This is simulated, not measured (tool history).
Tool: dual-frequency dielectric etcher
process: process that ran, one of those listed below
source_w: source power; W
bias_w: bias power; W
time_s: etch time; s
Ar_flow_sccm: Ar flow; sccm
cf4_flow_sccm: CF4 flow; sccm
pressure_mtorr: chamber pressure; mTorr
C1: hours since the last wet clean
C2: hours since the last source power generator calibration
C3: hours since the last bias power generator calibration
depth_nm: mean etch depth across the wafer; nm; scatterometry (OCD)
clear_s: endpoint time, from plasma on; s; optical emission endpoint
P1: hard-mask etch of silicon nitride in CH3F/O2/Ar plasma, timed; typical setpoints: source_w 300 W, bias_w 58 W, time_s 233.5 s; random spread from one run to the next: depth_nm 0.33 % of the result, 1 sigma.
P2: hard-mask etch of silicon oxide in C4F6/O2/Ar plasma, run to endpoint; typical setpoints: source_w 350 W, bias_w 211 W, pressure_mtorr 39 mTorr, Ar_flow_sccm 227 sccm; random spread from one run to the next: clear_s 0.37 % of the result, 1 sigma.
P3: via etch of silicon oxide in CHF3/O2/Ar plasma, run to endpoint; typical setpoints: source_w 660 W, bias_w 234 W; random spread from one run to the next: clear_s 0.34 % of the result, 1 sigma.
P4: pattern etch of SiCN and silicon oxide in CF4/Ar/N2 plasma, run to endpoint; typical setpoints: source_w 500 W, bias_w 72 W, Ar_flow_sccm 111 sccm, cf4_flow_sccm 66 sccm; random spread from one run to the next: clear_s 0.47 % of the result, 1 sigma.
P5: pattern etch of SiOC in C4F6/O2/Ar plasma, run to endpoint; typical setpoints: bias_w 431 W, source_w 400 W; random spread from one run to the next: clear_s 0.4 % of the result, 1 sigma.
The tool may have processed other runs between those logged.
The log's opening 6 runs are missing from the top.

{"run": 7, "hour": 81.1, "process": "P5", "source_w": 400, "bias_w": 585, "C1": 390, "C2": 41.4, "C3": 2369, "clear_s": 14.554}
{"run": 8, "hour": 93.2, "process": "P1", "source_w": 300, "bias_w": 58, "time_s": 308, "C1": 402.1, "C2": 53.5, "C3": 2381.1, "depth_nm": 181.17}
{"run": 9, "hour": 106.9, "process": "P4", "source_w": 670, "bias_w": 72, "Ar_flow_sccm": 111, "cf4_flow_sccm": 66, "C1": 415.8, "C2": 67.2, "C3": 2394.8, "clear_s": 9.0986}
{"run": 10, "hour": 119.7, "process": "P1", "source_w": 170, "bias_w": 58, "time_s": 233.5, "C1": 428.6, "C2": 80, "C3": 2407.6, "depth_nm": 111.08}
{"run": 11, "hour": 132.3, "process": "P1", "source_w": 300, "bias_w": 45, "time_s": 233.5, "C1": 441.2, "C2": 92.6, "C3": 2420.2, "depth_nm": 126.03}
{"run": 12, "hour": 143.7, "process": "P5", "source_w": 400, "bias_w": 431, "C1": 452.6, "C2": 104, "C3": 2431.6, "clear_s": 16.337}
{"run": 13, "hour": 159.6, "process": "P1", "source_w": 300, "bias_w": 58, "time_s": 179.5, "C1": 468.5, "C2": 119.9, "C3": 2447.5, "depth_nm": 105.77}
{"run": 14, "hour": 172.7, "process": "P2", "source_w": 350, "bias_w": 211, "Ar_flow_sccm": 142, "pressure_mtorr": 39, "C1": 481.6, "C2": 133, "C3": 2460.6, "clear_s": 54.877}
{"run": 15, "hour": 179.7, "process": "P2", "source_w": 350, "bias_w": 211, "Ar_flow_sccm": 227, "pressure_mtorr": 29.5, "C1": 488.6, "C2": 140, "C3": 2467.6, "clear_s": 55.517}
{"run": 16, "hour": 193.7, "process": "P3", "source_w": 660, "bias_w": 234, "C1": 502.6, "C2": 154, "C3": 2481.6, "clear_s": 330.16}
{"run": 17, "hour": 208.2, "process": "P2", "source_w": 350, "bias_w": 274, "Ar_flow_sccm": 227, "pressure_mtorr": 39, "C1": 517.1, "C2": 168.5, "C3": 2496.1, "clear_s": 53.369}
{"run": 18, "hour": 222.8, "process": "P2", "source_w": 450, "bias_w": 211, "Ar_flow_sccm": 227, "pressure_mtorr": 39, "C1": 531.7, "C2": 183.1, "C3": 2510.7, "clear_s": 52.757}
{"run": 19, "hour": 238.1, "process": "P3", "source_w": 660, "bias_w": 137, "C1": 547, "C2": 198.4, "C3": 2526, "clear_s": 392.47}
{"run": 20, "hour": 249.7, "process": "P4", "source_w": 500, "bias_w": 90, "Ar_flow_sccm": 111, "cf4_flow_sccm": 66, "C1": 558.6, "C2": 210, "C3": 2537.6, "clear_s": 10.854}
{"run": 21, "hour": 258.2, "process": "P1", "source_w": 400, "bias_w": 58, "time_s": 233.5, "C1": 567.1, "C2": 218.5, "C3": 2546.1, "depth_nm": 153.72}
{"run": 22, "hour": 265.9, "process": "P1", "source_w": 300, "bias_w": 58, "time_s": 233.5, "C1": 574.8, "C2": 226.2, "C3": 2553.8, "depth_nm": 137.42}
{"run": 23, "hour": 274.6, "process": "P4", "source_w": 500, "bias_w": 72, "Ar_flow_sccm": 76, "cf4_flow_sccm": 66, "C1": 583.5, "C2": 234.9, "C3": 2562.5, "clear_s": 11.164}

The next listed run, before its measurement:
{"run": 24, "hour": 282.8, "process": "P1", "source_w": 230, "bias_w": 45, "time_s": 233.5, "C1": 591.7, "C2": 243.1, "C3": 2570.7, "depth_nm": "?"}

{"run 24": {"depth_nm": 113.32}}

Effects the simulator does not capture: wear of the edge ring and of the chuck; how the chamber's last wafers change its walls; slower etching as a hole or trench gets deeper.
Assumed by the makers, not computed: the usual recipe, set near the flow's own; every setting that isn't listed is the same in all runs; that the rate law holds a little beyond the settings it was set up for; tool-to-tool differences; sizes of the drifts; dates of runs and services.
